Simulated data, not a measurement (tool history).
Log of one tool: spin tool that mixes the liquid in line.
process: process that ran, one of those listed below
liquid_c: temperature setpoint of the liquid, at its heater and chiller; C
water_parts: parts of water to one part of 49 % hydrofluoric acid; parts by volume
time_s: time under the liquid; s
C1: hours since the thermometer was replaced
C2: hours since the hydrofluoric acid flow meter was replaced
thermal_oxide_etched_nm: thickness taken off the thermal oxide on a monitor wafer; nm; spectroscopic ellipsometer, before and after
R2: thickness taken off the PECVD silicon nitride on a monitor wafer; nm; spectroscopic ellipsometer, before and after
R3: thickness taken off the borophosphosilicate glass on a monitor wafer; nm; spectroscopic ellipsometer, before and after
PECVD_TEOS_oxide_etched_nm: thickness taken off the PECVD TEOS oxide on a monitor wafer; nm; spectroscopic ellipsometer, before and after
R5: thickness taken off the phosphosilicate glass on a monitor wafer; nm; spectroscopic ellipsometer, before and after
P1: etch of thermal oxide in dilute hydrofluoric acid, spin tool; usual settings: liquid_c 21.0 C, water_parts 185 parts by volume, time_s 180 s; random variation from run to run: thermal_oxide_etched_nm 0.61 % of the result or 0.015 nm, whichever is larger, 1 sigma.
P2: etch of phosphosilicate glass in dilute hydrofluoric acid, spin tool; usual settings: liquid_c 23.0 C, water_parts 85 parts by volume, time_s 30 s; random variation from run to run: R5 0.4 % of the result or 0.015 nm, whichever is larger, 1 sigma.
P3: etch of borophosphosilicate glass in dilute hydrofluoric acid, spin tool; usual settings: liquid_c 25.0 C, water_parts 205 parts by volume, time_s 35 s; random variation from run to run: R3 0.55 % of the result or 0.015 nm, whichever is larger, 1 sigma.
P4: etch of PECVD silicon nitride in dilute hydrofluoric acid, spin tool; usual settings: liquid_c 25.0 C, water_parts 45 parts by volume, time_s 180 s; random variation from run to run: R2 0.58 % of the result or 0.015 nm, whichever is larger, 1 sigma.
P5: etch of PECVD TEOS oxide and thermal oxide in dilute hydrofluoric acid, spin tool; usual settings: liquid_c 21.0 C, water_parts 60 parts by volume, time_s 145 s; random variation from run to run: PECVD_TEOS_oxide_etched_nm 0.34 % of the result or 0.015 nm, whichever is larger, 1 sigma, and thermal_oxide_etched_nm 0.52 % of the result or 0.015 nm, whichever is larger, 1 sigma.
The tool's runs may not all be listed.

run 1 hour=6.3 | process=P1 liquid_c=21.0 water_parts=185 time_s=180 | C1=812.7 C2=1015.2 | thermal_oxide_etched_nm=3.6048
run 2 hour=15.8 | process=P1 liquid_c=25.5 water_parts=185 time_s=180 | C1=822.2 C2=1024.7 | thermal_oxide_etched_nm=4.2875
run 3 hour=28.2 | process=P4 liquid_c=25.0 water_parts=65 time_s=180 | C1=834.6 C2=1037.1 | R2=16.2120
run 4 hour=37.9 | process=P3 liquid_c=25.0 water_parts=205 time_s=35 | C1=844.3 C2=1046.8 | R3=4.1376
run 5 hour=45.8 | process=P5 liquid_c=21.0 water_parts=30 time_s=145 | C1=852.2 C2=1054.7 | thermal_oxide_etched_nm=22.2900 PECVD_TEOS_oxide_etched_nm=99.7750
run 6 hour=51.8 | process=P1 liquid_c=21.0 water_parts=185 time_s=180 | C1=858.2 C2=1060.7 | thermal_oxide_etched_nm=3.6572
run 7 hour=58.0 | process=P1 liquid_c=21.0 water_parts=305 time_s=180 | C1=864.4 C2=1066.9 | thermal_oxide_etched_nm=1.9456
run 8 hour=69.2 | process=P1 liquid_c=17.0 water_parts=185 time_s=180 | C1=875.6 C2=1078.1 | thermal_oxide_etched_nm=3.1186
run 9 hour=81.2 | process=P3 liquid_c=25.0 water_parts=205 time_s=15 | C1=887.6 C2=1090.1 | R3=1.7594
run 10 hour=94.5 | process=P1 liquid_c=21.0 water_parts=185 time_s=180 | C1=900.9 C2=1103.4 | thermal_oxide_etched_nm=3.5882
run 11 hour=101.7 | process=P3 liquid_c=25.0 water_parts=315 time_s=35 | C1=908.1 C2=1110.6 | R3=2.4032
run 12 hour=107.9 | process=P1 liquid_c=21.0 water_parts=185 time_s=180 | C1=914.3 C2=1116.8 | thermal_oxide_etched_nm=3.6087
run 13 hour=115.1 | process=P2 liquid_c=19.0 water_parts=85 time_s=30 | C1=921.5 C2=1124.0 | R5=27.612
run 14 hour=125.0 | process=P3 liquid_c=25.0 water_parts=205 time_s=35 | C1=931.4 C2=1133.9 | R3=4.1274
run 15 hour=134.7 | process=P1 liquid_c=21.0 water_parts=185 time_s=180 | C1=941.1 C2=1143.6 | thermal_oxide_etched_nm=3.5976
run 16 hour=140.7 | process=P3 liquid_c=28.5 water_parts=205 time_s=35 | C1=947.1 C2=1149.6 | R3=4.6526
run 17 hour=150.4 | process=P2 liquid_c=23.0 water_parts=85 time_s=30 | C1=956.8 C2=1159.3 | R5=32.717
run 18 hour=159.7 | process=P1 liquid_c=21.0 water_parts=185 time_s=365 | C1=966.1 C2=1168.6 | thermal_oxide_etched_nm=7.2773
run 19 hour=171.9 | process=P1 liquid_c=21.0 water_parts=120 time_s=180 | C1=978.3 C2=1180.8 | thermal_oxide_etched_nm=5.9816
run 20 hour=183.5 | process=P1 liquid_c=21.0 water_parts=185 time_s=75 | C1=989.9 C2=1192.4 | thermal_oxide_etched_nm=1.4873
run 21 hour=193.3 | process=P2 liquid_c=23.0 water_parts=85 time_s=30 | C1=999.7 C2=1202.2 | R5=32.604
run 22 hour=202.7 | process=P4 liquid_c=33.5 water_parts=45 time_s=180 | C1=1009.1 C2=1211.6 | R2=40.9270
run 23 hour=212.9 | process=P2 liquid_c=23.0 water_parts=140 time_s=30 | C1=1019.3 C2=1221.8 | R5=18.615
run 24 hour=224.3 | process=P5 liquid_c=21.0 water_parts=60 time_s=145 | C1=1030.7 C2=1233.2 | thermal_oxide_etched_nm=10.6470 PECVD_TEOS_oxide_etched_nm=48.1530
run 25 hour=231.1 | process=P4 liquid_c=25.0 water_parts=45 time_s=55 | C1=1037.5 C2=1240.0 | R2=7.1289
run 26 hour=243.7 | process=P1 liquid_c=21.0 water_parts=185 time_s=180 | C1=1050.1 C2=1252.6 | thermal_oxide_etched_nm=3.6428
run 27 hour=249.7 | process=P2 liquid_c=23.0 water_parts=85 time_s=15 | C1=1056.1 C2=1258.6 | R5=16.285
run 28 hour=259.7 | process=P1 liquid_c=17.0 water_parts=300 time_s=180 | C1=1066.1 C2=1268.6 | thermal_oxide_etched_nm=1.6937
run 29 hour=272.4 | process=P1 liquid_c=17.0 water_parts=185 time_s=80 | C1=1078.8 C2=1281.3 | thermal_oxide_etched_nm=1.3555
run 30 hour=279.0 | process=P4 liquid_c=25.0 water_parts=45 time_s=180 | C1=1085.4 C2=1287.9 | R2=23.2180
run 31 hour=290.8 | process=P5 liquid_c=21.0 water_parts=60 time_s=145 | C1=1097.2 C2=1299.7 | thermal_oxide_etched_nm=10.6960 PECVD_TEOS_oxide_etched_nm=48.0150
run 32 hour=301.7 | process=P5 liquid_c=21.0 water_parts=60 time_s=15 | C1=1108.1 C2=1310.6 | thermal_oxide_etched_nm=1.1174 PECVD_TEOS_oxide_etched_nm=4.9526
run 33 hour=313.6 | process=P5 liquid_c=29.5 water_parts=60 time_s=145 | C1=1120.0 C2=1322.5 | thermal_oxide_etched_nm=14.9910 PECVD_TEOS_oxide_etched_nm=67.5540
run 34 hour=319.7 | process=P1 liquid_c=21.0 water_parts=185 time_s=180 | C1=1126.1 C2=1328.6 | thermal_oxide_etched_nm=3.6091
run 35 hour=326.0 | process=P1 liquid_c=21.0 water_parts=185 time_s=180 | C1=1132.4 C2=1334.9 | thermal_oxide_etched_nm=3.6286
run 36 hour=334.6 | process=P1 liquid_c=21.0 water_parts=185 time_s=180 | C1=1141.0 C2=1343.5 | thermal_oxide_etched_nm=3.7378
run 37 hour=346.9 | process=P1 liquid_c=21.0 water_parts=185 time_s=180 | C1=1153.3 C2=1355.8 | thermal_oxide_etched_nm=3.8239
run 38 hour=360.5 | process=P1 liquid_c=21.0 water_parts=185 time_s=180 | C1=1166.9 C2=1369.4 | thermal_oxide_etched_nm=3.8900
run 39 hour=370.1 | process=P1 liquid_c=21.0 water_parts=185 time_s=180 | C1=1176.5 C2=1379.0 | thermal_oxide_etched_nm=3.8762
run 40 hour=380.1 | process=P1 liquid_c=21.0 water_parts=185 time_s=180 | C1=1186.5 C2=1389.0 | thermal_oxide_etched_nm=3.9116
run 41 hour=392.2 | process=P1 liquid_c=21.0 water_parts=185 time_s=180 | C1=1198.6 C2=1401.1 | thermal_oxide_etched_nm=3.9202

What P1 gives has crept away from where it was. These 2 causes fit the log equally well, each at the size given:
A: hydrofluoric acid flow above the setpoint (%) = 6.9
B: liquid hotter than its thermometer reads (K) = 2.08
The creep began at about hour 326.0.

4 check runs are offered, one wafer each, their results left as question marks. Which one tells the causes apart?
run check 1 hour=404.3 | process=P2 liquid_c=23.0 water_parts=115 time_s=15 | R5=?
run check 2 hour=404.3 | process=P3 liquid_c=25.0 water_parts=205 time_s=15 | R3=?
run check 3 hour=404.3 | process=P4 liquid_c=33.0 water_parts=45 time_s=55 | R2=?
run check 4 hour=404.3 | process=P5 liquid_c=28.0 water_parts=60 time_s=20 | thermal_oxide_etched_nm=? PECVD_TEOS_oxide_etched_nm=?

What each check would give under each cause:
check=check_1 result=R5 if_A=12.587 if_B=12.663
check=check_2 result=R3 if_A=1.9218 if_B=1.9095
check=check_3 result=R2 if_A=12.8450 if_B=13.7020
check=check_4 result=thermal_oxide_etched_nm if_A=2.1118 if_B=2.1314
check=check_4 result=PECVD_TEOS_oxide_etched_nm if_A=9.4619 if_B=9.5496
How far apart the two closest causes lie, in the result that separates them most: check 1 0.6 %; check 2 0.64 %; check 3 6.46 %; check 4 0.92 %
Only check 3 tells the causes apart: in the others they would give nearly the same result.

Then check 3 was run and gave: R2 13.7320 nm. Which cause is it?

It is B: liquid hotter than its thermometer reads (K).

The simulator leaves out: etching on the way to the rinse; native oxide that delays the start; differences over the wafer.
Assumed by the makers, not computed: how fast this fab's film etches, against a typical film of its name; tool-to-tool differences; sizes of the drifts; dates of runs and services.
